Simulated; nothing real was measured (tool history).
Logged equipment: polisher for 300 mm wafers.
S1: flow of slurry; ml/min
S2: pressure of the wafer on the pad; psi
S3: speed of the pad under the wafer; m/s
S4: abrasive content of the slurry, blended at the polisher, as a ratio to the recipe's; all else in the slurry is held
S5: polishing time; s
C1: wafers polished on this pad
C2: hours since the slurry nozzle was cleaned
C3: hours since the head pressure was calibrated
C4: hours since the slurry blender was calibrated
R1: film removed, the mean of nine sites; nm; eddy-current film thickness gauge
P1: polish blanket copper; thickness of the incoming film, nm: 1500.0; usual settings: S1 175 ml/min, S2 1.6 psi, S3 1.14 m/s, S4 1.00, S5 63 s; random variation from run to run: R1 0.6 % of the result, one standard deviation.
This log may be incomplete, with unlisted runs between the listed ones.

run 1 hour=8.5 | S1=175 S2=1.6 S3=1.14 S4=1.00 S5=63 | C1=265 C2=399.7 C3=221.6 C4=101.0 | R1=97.970
run 2 hour=16.4 | S1=175 S2=1.6 S3=0.82 S4=1.00 S5=30 | C1=354 C2=407.6 C3=229.5 C4=108.9 | R1=33.534
run 3 hour=23.8 | S1=175 S2=1.6 S3=0.56 S4=1.00 S5=63 | C1=438 C2=415.0 C3=236.9 C4=116.3 | R1=48.387
run 4 hour=37.9 | S1=175 S2=1.6 S3=1.66 S4=1.00 S5=63 | C1=597 C2=429.1 C3=251.0 C4=130.4 | R1=143.220
run 5 hour=50.3 | S1=175 S2=1.6 S3=1.14 S4=1.45 S5=63 | C1=737 C2=441.5 C3=263.4 C4=142.8 | R1=106.880
run 6 hour=56.8 | S1=175 S2=1.6 S3=1.14 S4=1.00 S5=63 | C1=810 C2=448.0 C3=269.9 C4=149.3 | R1=98.288
run 7 hour=66.6 | S1=175 S2=1.6 S3=1.14 S4=1.00 S5=63 | C1=921 C2=457.8 C3=279.7 C4=159.1 | R1=97.993
run 8 hour=78.9 | S1=235 S2=1.6 S3=1.14 S4=1.00 S5=63 | C1=1059 C2=470.1 C3=292.0 C4=171.4 | R1=103.030
-- hour=84.8 head pressure recalibrated
run 9 hour=90.3 | S1=175 S2=1.6 S3=1.14 S4=1.00 S5=63 | C1=1188 C2=481.5 C3=5.6 C4=182.8 | R1=97.407
run 10 hour=104.5 | S1=175 S2=2.4 S3=1.14 S4=1.00 S5=63 | C1=1348 C2=495.7 C3=19.8 C4=197.0 | R1=147.250
run 11 hour=114.4 | S1=175 S2=1.6 S3=1.14 S4=1.00 S5=63 | C1=1460 C2=505.6 C3=29.7 C4=206.9 | R1=99.107
run 12 hour=122.0 | S1=175 S2=0.7 S3=1.14 S4=1.00 S5=63 | C1=1546 C2=513.2 C3=37.3 C4=214.5 | R1=42.937
-- hour=130.3 slurry blender recalibrated
run 13 hour=132.6 | S1=175 S2=1.6 S3=1.14 S4=1.00 S5=28 | C1=1665 C2=523.8 C3=47.9 C4=2.3 | R1=43.404
-- hour=136.7 slurry nozzle cleaned
run 14 hour=141.4 | S1=105 S2=1.6 S3=1.14 S4=1.00 S5=63 | C1=1764 C2=4.7 C3=56.7 C4=11.1 | R1=89.520
run 15 hour=154.1 | S1=175 S2=1.6 S3=1.14 S4=1.00 S5=97 | C1=1908 C2=17.4 C3=69.4 C4=23.8 | R1=150.310
run 16 hour=165.6 | S1=175 S2=2.5 S3=1.14 S4=1.00 S5=32 | C1=2037 C2=28.9 C3=80.9 C4=35.3 | R1=78.208

Expected results for the next run?
run 17 hour=176.4 | S1=175 S2=1.6 S3=1.14 S4=1.00 S5=63 | C1=2159 C2=39.7 C3=91.7 C4=46.1 | R1=?

Run 17 came out at R1 98.318 nm.
